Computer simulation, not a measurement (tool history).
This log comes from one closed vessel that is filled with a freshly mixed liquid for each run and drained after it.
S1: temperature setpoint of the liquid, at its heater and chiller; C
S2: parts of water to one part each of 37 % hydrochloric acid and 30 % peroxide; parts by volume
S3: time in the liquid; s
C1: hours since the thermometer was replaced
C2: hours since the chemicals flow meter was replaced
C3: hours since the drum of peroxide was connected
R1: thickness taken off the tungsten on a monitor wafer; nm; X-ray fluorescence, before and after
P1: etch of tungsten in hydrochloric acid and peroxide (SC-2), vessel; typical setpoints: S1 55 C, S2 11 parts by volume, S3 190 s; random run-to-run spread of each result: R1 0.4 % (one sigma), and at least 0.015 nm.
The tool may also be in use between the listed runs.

| run | hour | S1 | S2 | S3 | C1 | C2 | C3 | R1 |
|---|---|---|---|---|---|---|---|---|
| 1 | 9.3 | 55 | 11 | 190 | 321.8 | 577.5 | 654.4 | 56.264 |
| 2 | 25.3 | 55 | 11 | 190 | 337.8 | 593.5 | 670.4 | 56.876 |
| 3 | 39 | 55 | 11 | 190 | 351.5 | 607.2 | 684.1 | 56.23 |
| 4 | 50.5 | 55 | 4 | 190 | 363 | 618.7 | 695.6 | 123.08 |
| 5 | 58.6 | 40.5 | 11 | 190 | 371.1 | 626.8 | 703.7 | 21.269 |
| 6 | 68.4 | 55 | 19 | 190 | 380.9 | 636.6 | 713.5 | 34.895 |
| 7 | 76.5 | 48.5 | 4 | 190 | 389 | 644.7 | 721.6 | 79.818 |
| 8 | 86 | 55 | 11 | 190 | 398.5 | 654.2 | 731.1 | 56.663 |
| 9 | 95.2 | 68.5 | 11 | 190 | 407.7 | 663.4 | 740.3 | 130.22 |
| 10 | 112.5 | 55 | 11 | 190 | 425 | 680.7 | 757.6 | 56.433 |
| 11 | 122.7 | 55 | 11 | 380 | 435.2 | 690.9 | 767.8 | 113.49 |
|  | 123.7 | chemicals flow meter replaced |
| 12 | 138.4 | 55 | 11 | 30 | 450.9 | 14.7 | 783.5 | 8.8507 |
| 13 | 153.8 | 55 | 11 | 190 | 466.3 | 30.1 | 798.9 | 56.352 |
| 14 | 170.5 | 55 | 11 | 190 | 483 | 46.8 | 815.6 | 58.564 |
| 15 | 180.1 | 55 | 11 | 190 | 492.6 | 56.4 | 825.2 | 59.079 |
| 16 | 195.8 | 55 | 11 | 190 | 508.3 | 72.1 | 840.9 | 60.159 |
| 17 | 207.4 | 55 | 11 | 190 | 519.9 | 83.7 | 852.5 | 60.738 |
| 18 | 221.8 | 55 | 11 | 190 | 534.3 | 98.1 | 866.9 | 60.444 |
| 19 | 229.4 | 55 | 11 | 190 | 541.9 | 105.7 | 874.5 | 60.632 |
| 20 | 239.5 | 55 | 11 | 190 | 552 | 115.8 | 884.6 | 61.25 |
| 21 | 247.2 | 55 | 11 | 190 | 559.7 | 123.5 | 892.3 | 60.934 |
| 22 | 261.3 | 55 | 11 | 190 | 573.8 | 137.6 | 906.4 | 60.599 |
| 23 | 269.6 | 55 | 11 | 190 | 582.1 | 145.9 | 914.7 | 60.592 |

Compared with where it was, what P1 gives has crept away. Each cause listed below fits the log as well as the rest, at the size given for it:
A: liquid hotter than its thermometer reads (K) = 1.15
B: chemicals flow above the setpoint (%) = 9.2
The creep began at about hour 153.8.
All other causes, with the reason each is excluded:
peroxide weaker than its label (%): at its largest 8, which would move R1 by -7.4 %, too little to match the creep or of the wrong sign

Of the 4 check runs below, each run on 2 wafers with the results averaged and each result still a question mark, which one would tell the listed causes apart?
| check 1 | 277.9 | 64 | 11 | 30 |  |  |  | ? |
| check 2 | 277.9 | 55 | 11 | 360 |  |  |  | ? |
| check 3 | 277.9 | 46.5 | 4 | 190 |  |  |  | ? |
| check 4 | 277.9 | 55 | 17 | 305 |  |  |  | ? |

What each check would give under each cause:
| check | result | if A | if B |
|---|---|---|---|
| check 1 | R1 | 16.869 | 16.933 |
| check 2 | R1 | 115.34 | 115.32 |
| check 3 | R1 | 75.319 | 73.807 |
| check 4 | R1 | 66.859 | 67.144 |
Smallest distance between any two causes, each pair judged by its most separating result, in per cent: check 1 0.38 %; check 2 0.01 %; check 3 2.03 %; check 4 0.43 %
The other checks would show nearly matching results whichever cause is true, so check 3 is the only one that separates the causes.

Check 3 has now been run. It gave: R1 75.44 nm. Which of the candidate causes is it?

It was cause A: liquid hotter than its thermometer reads (K).
